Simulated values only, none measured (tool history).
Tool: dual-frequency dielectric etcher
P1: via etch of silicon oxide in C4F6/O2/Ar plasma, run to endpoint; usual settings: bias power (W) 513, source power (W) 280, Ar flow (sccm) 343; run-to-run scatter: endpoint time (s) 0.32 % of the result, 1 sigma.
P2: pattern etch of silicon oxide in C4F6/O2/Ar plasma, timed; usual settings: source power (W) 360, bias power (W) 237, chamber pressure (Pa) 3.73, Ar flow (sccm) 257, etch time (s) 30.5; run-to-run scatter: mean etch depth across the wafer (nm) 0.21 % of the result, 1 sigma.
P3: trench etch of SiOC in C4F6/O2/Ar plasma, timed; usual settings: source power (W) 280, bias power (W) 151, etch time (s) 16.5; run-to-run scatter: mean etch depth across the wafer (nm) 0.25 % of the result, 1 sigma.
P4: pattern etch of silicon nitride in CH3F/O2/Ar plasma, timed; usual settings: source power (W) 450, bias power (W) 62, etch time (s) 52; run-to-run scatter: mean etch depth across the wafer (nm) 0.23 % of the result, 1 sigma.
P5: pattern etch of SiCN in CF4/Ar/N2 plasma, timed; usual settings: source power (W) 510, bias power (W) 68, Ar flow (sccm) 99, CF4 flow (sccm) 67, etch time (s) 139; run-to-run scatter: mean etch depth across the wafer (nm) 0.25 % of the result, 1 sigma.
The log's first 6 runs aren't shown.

run     day  process that ran  bias power (W)  source power (W)  Ar flow (sccm)  etch time (s)  chamber pressure (Pa)  CF4 flow (sccm)  hours since the last wet clean  hours since the last bias power generator calibration  hours since the last source power generator calibration  hours since the last Ar flow controller change  endpoint time (s)  mean etch depth across the wafer (nm)
  7   2.729                P4              62               450                             52                                                                   176.6                                                 1683.8                                                   1694.8                                          1902.2                                                     36.66
  8   3.229                P1             702               380             343                                                                                  188.6                                                 1695.8                                                   1706.8                                          1914.2             40.333
        3.3  -- wet clean of the chamber
  9   3.504                P1             513               280             269                                                                                    4.9                                                 1702.4                                                   1713.4                                          1920.8             49.723
 10   3.917                P1             513               280             343                                                                                   14.8                                                 1712.3                                                   1723.3                                          1930.7             51.325
 11   4.175                P5              68               510              99           76.5                                      67                              21                                                 1718.5                                                   1729.5                                          1936.9                                                    72.954
 12   4.504                P4              62               450                           65.5                                                                    28.9                                                 1726.4                                                   1737.4                                          1944.8                                                    46.258
 13   4.962                P5              68               510             134            139                                      67                            39.9                                                 1737.4                                                   1748.4                                          1955.8                                                     125.7
 14   5.192                P1             513               280             343                                                                                   45.4                                                 1742.9                                                   1753.9                                          1961.3             51.258
 15   5.638                P2             237               360             257           30.5                   3.73                                             56.1                                                 1753.6                                                   1764.6                                            1972                                                    103.42
 16   5.917                P1             375               280             343                                                                                   62.8                                                 1760.3                                                   1771.3                                          1978.7             57.421
 17   6.217                P1             513               200             343                                                                                     70                                                 1767.5                                                   1778.5                                          1985.9             57.688
 18   6.575                P5              68               510              99            139                                      67                            78.6                                                 1776.1                                                   1787.1                                          1994.5                                                    132.34
 19   6.971                P1             636               280             343                                                                                   88.1                                                 1785.6                                                   1796.6                                            2004             47.077
 20   7.425                P1             513               280             465                                                                                     99                                                 1796.5                                                   1807.5                                          2014.9             52.431
 21   7.675                P5              68               510              99            139                                      82                             105                                                 1802.5                                                   1813.5                                          2020.9                                                    136.27
 22   8.092                P2             237               360             309           30.5                   3.73                                              115                                                 1812.5                                                   1823.5                                          2030.9                                                    100.92
 23   8.588                P3             151               280                           20.5                                                                   126.9                                                 1824.4                                                   1835.4                                          2042.8                                                    35.489
 24   8.812                P2             237               360             257             22                   3.73                                            132.3                                                 1829.8                                                   1840.8                                          2048.2                                                    74.593
 25     9.1                P4              62               450                             52                                                                   139.2                                                 1836.7                                                   1847.7                                          2055.1                                                    36.691
 26   9.325                P5              68               320              99            139                                      67                           144.6                                                 1842.1                                                   1853.1                                          2060.5                                                     87.77
 27   9.792                P4              77               450                             52                                                                   155.8                                                 1853.3                                                   1864.3                                          2071.7                                                    39.463
 28  10.217                P3             151               360                           16.5                                                                     166                                                 1863.5                                                   1874.5                                          2081.9                                                    31.532
 29  10.712                P1             513               280             343                                                                                  177.9                                                 1875.4                                                   1886.4                                          2093.8             51.121
 30  11.112                P3             190               280                           16.5                                                                   187.5                                                   1885                                                     1896                                          2103.4                                                    30.772

Forecast run 31:
     11.221  -- source power generator calibrated
 31  11.525                P2             237               210             257           30.5                   3.73                                            197.4                                                 1894.9                                                      7.4                                          2113.3                                                         ?

Run 31 gave mean etch depth across the wafer (nm) 84.222.

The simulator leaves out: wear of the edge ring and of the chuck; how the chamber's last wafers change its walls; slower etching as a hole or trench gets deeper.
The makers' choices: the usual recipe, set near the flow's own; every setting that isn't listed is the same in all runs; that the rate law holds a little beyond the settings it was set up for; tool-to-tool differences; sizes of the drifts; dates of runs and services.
